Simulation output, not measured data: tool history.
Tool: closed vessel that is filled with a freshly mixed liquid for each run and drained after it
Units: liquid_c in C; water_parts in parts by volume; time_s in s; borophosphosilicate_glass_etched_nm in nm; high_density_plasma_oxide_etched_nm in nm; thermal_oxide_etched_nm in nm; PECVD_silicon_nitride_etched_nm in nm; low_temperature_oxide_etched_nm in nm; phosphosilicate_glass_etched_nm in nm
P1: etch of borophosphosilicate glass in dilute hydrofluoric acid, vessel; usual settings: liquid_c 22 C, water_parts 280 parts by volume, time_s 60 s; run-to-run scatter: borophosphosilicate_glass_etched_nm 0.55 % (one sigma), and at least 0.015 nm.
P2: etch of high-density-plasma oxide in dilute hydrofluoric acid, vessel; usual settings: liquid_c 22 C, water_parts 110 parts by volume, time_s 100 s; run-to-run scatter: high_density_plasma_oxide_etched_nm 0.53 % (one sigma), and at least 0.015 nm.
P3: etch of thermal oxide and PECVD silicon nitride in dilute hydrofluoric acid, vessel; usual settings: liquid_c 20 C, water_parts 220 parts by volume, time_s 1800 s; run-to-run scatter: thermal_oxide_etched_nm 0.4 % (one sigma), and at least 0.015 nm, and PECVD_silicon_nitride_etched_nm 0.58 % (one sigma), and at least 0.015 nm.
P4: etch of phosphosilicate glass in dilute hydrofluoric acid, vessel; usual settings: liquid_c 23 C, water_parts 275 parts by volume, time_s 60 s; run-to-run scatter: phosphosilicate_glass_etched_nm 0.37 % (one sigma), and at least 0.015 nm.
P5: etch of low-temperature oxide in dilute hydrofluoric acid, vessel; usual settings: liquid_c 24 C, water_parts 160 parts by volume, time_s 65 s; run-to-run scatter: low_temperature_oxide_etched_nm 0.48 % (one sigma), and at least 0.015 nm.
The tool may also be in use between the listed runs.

| run | hour | process | liquid_c | water_parts | time_s | hours since the thermometer was replaced | hours since the hydrofluoric acid flow meter was replaced | borophosphosilicate_glass_etched_nm | high_density_plasma_oxide_etched_nm | thermal_oxide_etched_nm | PECVD_silicon_nitride_etched_nm | low_temperature_oxide_etched_nm | phosphosilicate_glass_etched_nm |
|---|---|---|---|---|---|---|---|---|---|---|---|---|---|
| 1 | 9.1 | P1 | 22 | 280 | 60 | 272.9 | 1026.3 | 7.0438 |  |  |  |  |  |
| 2 | 18.3 | P2 | 25.5 | 110 | 100 | 282.1 | 1035.5 |  | 4.7987 |  |  |  |  |
| 3 | 33.6 | P3 | 20 | 220 | 3475 | 297.4 | 1050.8 |  |  | 59.228 | 29.797 |  |  |
| 4 | 45.4 | P1 | 30.5 | 280 | 60 | 309.2 | 1062.6 | 9.3824 |  |  |  |  |  |
| 5 | 58.3 | P5 | 24 | 160 | 65 | 322.1 | 1075.5 |  |  |  |  | 4.9786 |  |
| 6 | 66.9 | P1 | 22 | 280 | 95 | 330.7 | 1084.1 | 11.075 |  |  |  |  |  |
| 7 | 78.8 | P4 | 23 | 505 | 60 | 342.6 | 1096 |  |  |  |  |  | 6.5858 |
| 8 | 93.6 | P3 | 20 | 220 | 1800 | 357.4 | 1110.8 |  |  | 30.587 | 15.523 |  |  |
|  | 99.1 | hydrofluoric acid flow meter replaced |
| 9 | 104.5 | P1 | 22 | 280 | 60 | 368.3 | 5.5 | 7.0084 |  |  |  |  |  |
| 10 | 120.8 | P5 | 17 | 160 | 65 | 384.6 | 21.8 |  |  |  |  | 3.7524 |  |
| 11 | 130.3 | P2 | 22 | 110 | 100 | 394.1 | 31.3 |  | 4.1851 |  |  |  |  |
| 12 | 140.3 | P1 | 22 | 280 | 60 | 404.1 | 41.3 | 6.9203 |  |  |  |  |  |
| 13 | 153.2 | P2 | 22 | 110 | 30 | 417 | 54.2 |  | 1.2586 |  |  |  |  |
| 14 | 163.1 | P1 | 26 | 280 | 30 | 426.9 | 64.1 | 4.069 |  |  |  |  |  |
| 15 | 175.4 | P1 | 27.5 | 280 | 100 | 439.2 | 76.4 | 14.097 |  |  |  |  |  |
| 16 | 185 | P3 | 20 | 220 | 1800 | 448.8 | 86 |  |  | 30.73 | 15.278 |  |  |
| 17 | 199.4 | P1 | 17 | 280 | 85 | 463.2 | 100.4 | 8.2077 |  |  |  |  |  |
| 18 | 210.3 | P1 | 22 | 90 | 60 | 474.1 | 111.3 | 26.493 |  |  |  |  |  |
| 19 | 221.9 | P1 | 22 | 280 | 30 | 485.7 | 122.9 | 3.4632 |  |  |  |  |  |
| 20 | 238.6 | P4 | 23 | 275 | 90 | 502.4 | 139.6 |  |  |  |  |  | 22.185 |
| 21 | 252.4 | P1 | 22 | 435 | 60 | 516.2 | 153.4 | 3.8986 |  |  |  |  |  |
| 22 | 267.6 | P3 | 25.5 | 220 | 1800 | 531.4 | 168.6 |  |  | 37.478 | 21.88 |  |  |
| 23 | 276.6 | P1 | 22 | 280 | 60 | 540.4 | 177.6 | 7.042 |  |  |  |  |  |
| 24 | 285.5 | P4 | 23 | 275 | 60 | 549.3 | 186.5 |  |  |  |  |  | 14.903 |
| 25 | 300.7 | P5 | 24 | 255 | 65 | 564.5 | 201.7 |  |  |  |  | 2.7814 |  |
| 26 | 315.4 | P4 | 28.5 | 275 | 60 | 579.2 | 216.4 |  |  |  |  |  | 17.96 |
| 27 | 328.7 | P2 | 22 | 195 | 100 | 592.5 | 229.7 |  | 2.1742 |  |  |  |  |
| 28 | 341.6 | P3 | 20 | 105 | 1800 | 605.4 | 242.6 |  |  | 72.182 | 31.627 |  |  |
| 29 | 355.1 | P1 | 17 | 280 | 60 | 618.9 | 256.1 | 5.8273 |  |  |  |  |  |
| 30 | 368.8 | P5 | 24 | 160 | 30 | 632.6 | 269.8 |  |  |  |  | 2.2762 |  |
| 31 | 379.8 | P1 | 22 | 280 | 60 | 643.6 | 280.8 | 7.019 |  |  |  |  |  |
| 32 | 390.3 | P1 | 22 | 280 | 60 | 654.1 | 291.3 | 7.1184 |  |  |  |  |  |
| 33 | 399.8 | P1 | 22 | 280 | 60 | 663.6 | 300.8 | 7.2584 |  |  |  |  |  |
| 34 | 407.3 | P1 | 22 | 280 | 60 | 671.1 | 308.3 | 7.2908 |  |  |  |  |  |
| 35 | 419.8 | P1 | 22 | 280 | 60 | 683.6 | 320.8 | 7.2846 |  |  |  |  |  |
| 36 | 436.2 | P1 | 22 | 280 | 60 | 700 | 337.2 | 7.2874 |  |  |  |  |  |
| 37 | 448 | P1 | 22 | 280 | 60 | 711.8 | 349 | 7.3479 |  |  |  |  |  |
| 38 | 464.5 | P1 | 22 | 280 | 60 | 728.3 | 365.5 | 7.4179 |  |  |  |  |  |

What P1 gives has crept away from where it was. These 2 causes fit the log equally well, each at the size given:
A: liquid hotter than its thermometer reads (K) = 1.38
B: hydrofluoric acid flow above the setpoint (%) = 3.96
The creep began at about hour 379.8.

4 check runs are offered, one wafer each, their results left as question marks. Which one tells the causes apart?
| check 1 | 481 | P5 | 24 | 160 | 65 |  |  |  |  |  |  | ? |  |
| check 2 | 481 | P4 | 23 | 275 | 60 |  |  |  |  |  |  |  | ? |
| check 3 | 481 | P2 | 22 | 110 | 100 |  |  |  | ? |  |  |  |  |
| check 4 | 481 | P3 | 20 | 220 | 1800 |  |  |  |  | ? | ? |  |  |

What each check would give under each cause:
| check | result | if A | if B |
|---|---|---|---|
| check 1 | low_temperature_oxide_etched_nm | 5.227 | 5.1941 |
| check 2 | phosphosilicate_glass_etched_nm | 15.618 | 15.623 |
| check 3 | high_density_plasma_oxide_etched_nm | 4.4285 | 4.3789 |
| check 4 | thermal_oxide_etched_nm | 32.272 | 32.1 |
| check 4 | PECVD_silicon_nitride_etched_nm | 16.816 | 15.969 |
How far apart the two closest causes lie, in the result that separates them most: check 1 0.63 %; check 2 0.03 %; check 3 1.13 %; check 4 5.17 %
Check 4 tells the causes apart: in the others they would give nearly the same result.

Check 4 was then run and gave: thermal_oxide_etched_nm 32.142 nm; PECVD_silicon_nitride_etched_nm 15.918 nm. Which cause is it?

It is B: hydrofluoric acid flow above the setpoint (%).
